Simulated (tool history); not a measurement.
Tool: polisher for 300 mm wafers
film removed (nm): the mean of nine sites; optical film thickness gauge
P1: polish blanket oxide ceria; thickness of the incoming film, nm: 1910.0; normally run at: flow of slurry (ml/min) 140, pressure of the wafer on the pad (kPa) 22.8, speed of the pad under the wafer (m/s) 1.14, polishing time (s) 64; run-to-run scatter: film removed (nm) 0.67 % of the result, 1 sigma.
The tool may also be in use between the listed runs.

run,day,flow of slurry (ml/min),pressure of the wafer on the pad (kPa),speed of the pad under the wafer (m/s),polishing time (s),film removed (nm)
1,0.396,140,22.8,1.14,64,385.97
2,0.679,90,22.8,1.14,95,531.33
3,0.962,140,22.8,1.14,64,392.31
4,1.154,195,22.8,1.14,64,418.16
5,1.333,140,22.8,0.62,64,212.05
6,1.604,140,22.8,1.14,64,389.16
7,1.825,140,28.3,0.56,64,239.65
8,2.029,140,22.8,1.14,41,249.49
9,2.221,140,22.8,1.14,90,551.96
# day 2.6: head pressure recalibrated
10,2.6,175,22.8,1.14,35,219.8
11,2.938,140,13.8,1.14,64,238.55
12,3.167,140,22.8,1.8,64,621.33
13,3.45,140,22.8,1.14,64,392.69
14,3.788,140,22.8,1.14,64,389.48
15,4.175,140,35.9,1.14,64,617.31
16,4.512,85,22.8,1.14,64,350.07
17,4.817,140,22.8,1.14,64,391.66
18,5.192,140,22.8,1.14,64,374.25
19,5.483,140,22.8,1.14,64,361.83
20,5.742,140,22.8,1.14,64,358
21,6.067,140,22.8,1.14,64,352.99
22,6.246,140,22.8,1.14,64,349.48
# day 6.258: worn pad replaced by a new one
23,6.438,140,22.8,1.14,64,351.02
24,6.633,140,22.8,1.14,64,349.37
25,6.958,140,22.8,1.14,64,345.8

What P1 gives has crept away from where it was. These 2 causes fit the log equally well, each at the size given:
A: slurry flow missing at the pad, % = 38.3
B: head's pressure below its setpoint, % = 10.5
The creep began at about day 4.817.
Why every other cause is out:
removal rate lost through wear of the pad, %: serviced at day 6.258, which brought nothing back

4 check runs are offered, each on 5 wafers whose results are averaged, their results left as question marks. Which one tells the causes apart?
check 1,7.283,140,31.7,1.14,87,?
check 2,7.283,140,14.5,1.7,64,?
check 3,7.283,185,33.8,1.14,64,?
check 4,7.283,140,35.9,1.14,64,?

What each check would give under each cause:
check,result,if A,if B
check 1,film removed (nm),662.52,662.39
check 2,film removed (nm),331.79,331.73
check 3,film removed (nm),556.61,542.93
check 4,film removed (nm),550.94,550.83
How far apart the two closest causes lie, in the result that separates them most: check 1 0.02 %; check 2 0.02 %; check 3 2.49 %; check 4 0.02 %
Only check 3 tells the causes apart: in the others they would give nearly the same result.

Check 3 was then run and gave: film removed (nm) 556.47. Which cause is it?

It is A: slurry flow missing at the pad, %.

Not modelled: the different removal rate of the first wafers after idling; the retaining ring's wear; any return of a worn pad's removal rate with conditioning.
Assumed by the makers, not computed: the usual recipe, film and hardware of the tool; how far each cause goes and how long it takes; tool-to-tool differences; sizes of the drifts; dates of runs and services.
